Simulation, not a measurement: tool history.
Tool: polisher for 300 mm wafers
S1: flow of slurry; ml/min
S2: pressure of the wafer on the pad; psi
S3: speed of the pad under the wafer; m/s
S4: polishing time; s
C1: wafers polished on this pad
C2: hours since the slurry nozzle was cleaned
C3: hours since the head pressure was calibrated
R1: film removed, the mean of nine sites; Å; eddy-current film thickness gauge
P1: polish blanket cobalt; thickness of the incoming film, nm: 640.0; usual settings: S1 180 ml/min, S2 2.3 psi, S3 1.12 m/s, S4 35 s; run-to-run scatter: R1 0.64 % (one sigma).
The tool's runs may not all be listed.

run     day   S1   S2    S3  S4    C1     C2     C3      R1
  1   0.388  180  2.3  1.12  35   845  188.5  397.2  1937.0
  2   0.892  180  2.3  1.12  51   988  200.6  409.3  2820.7
      1.354  -- head pressure recalibrated
  3   1.375  180  2.3  1.12  26  1126  212.2    0.6  1448.0
  4   1.800  180  2.3  1.12  35  1247  222.4   10.8  1920.5
  5   2.342  180  1.2  1.12  35  1401  235.4   23.8  1013.8
  6   2.738  180  3.0  1.12  54  1514  244.9   33.3  3862.0
  7   3.296  120  2.3  1.12  35  1673  258.3   46.7  1800.1
  8   3.867  180  2.3  1.78  35  1836  272.0   60.4  3089.7
  9   4.233  180  2.3  1.12  35  1940  280.8   69.2  1913.6
 10   4.825  180  2.9  1.12  35  2109  295.0   83.4  2433.2
 11   5.142  180  2.3  1.12  35  2199  302.6   91.0  1922.5
      5.221  -- slurry nozzle cleaned
 12   5.700  250  2.3  1.12  35  2358   11.5  104.4  2006.9
 13   6.038  180  2.3  0.60  35  2454   19.6  112.5  1031.5
 14   6.492  180  2.3  1.12  35  2583   30.5  123.4  1907.2
 15   6.912  180  2.3  1.12  35  2703   40.6  133.5  1929.1
 16   7.425  180  2.3  1.12  35  2849   52.9  145.8  1850.2
 17   7.792  180  2.3  1.12  35  2954   61.7  154.6  1859.7
 18   8.083  180  2.3  1.12  35  3037   68.7  161.6  1812.8
 19   8.400  180  2.3  1.12  35  3127   76.3  169.2  1817.2
 20   8.712  180  2.3  1.12  35  3216   83.8  176.7  1806.5
 21   9.225  180  2.3  1.12  35  3362   96.1  189.0  1797.3
      9.500  -- head pressure recalibrated
 22   9.746  180  2.3  1.12  35  3510  108.6    5.9  1795.5
 23  10.192  180  2.3  1.12  35  3637  119.3   16.6  1770.8

The next listed run, before its measurement:
 24  10.725  180  2.3  1.12  35  3789  132.1  29.4   ?

Run 24 gave R1 1769.0 Å.
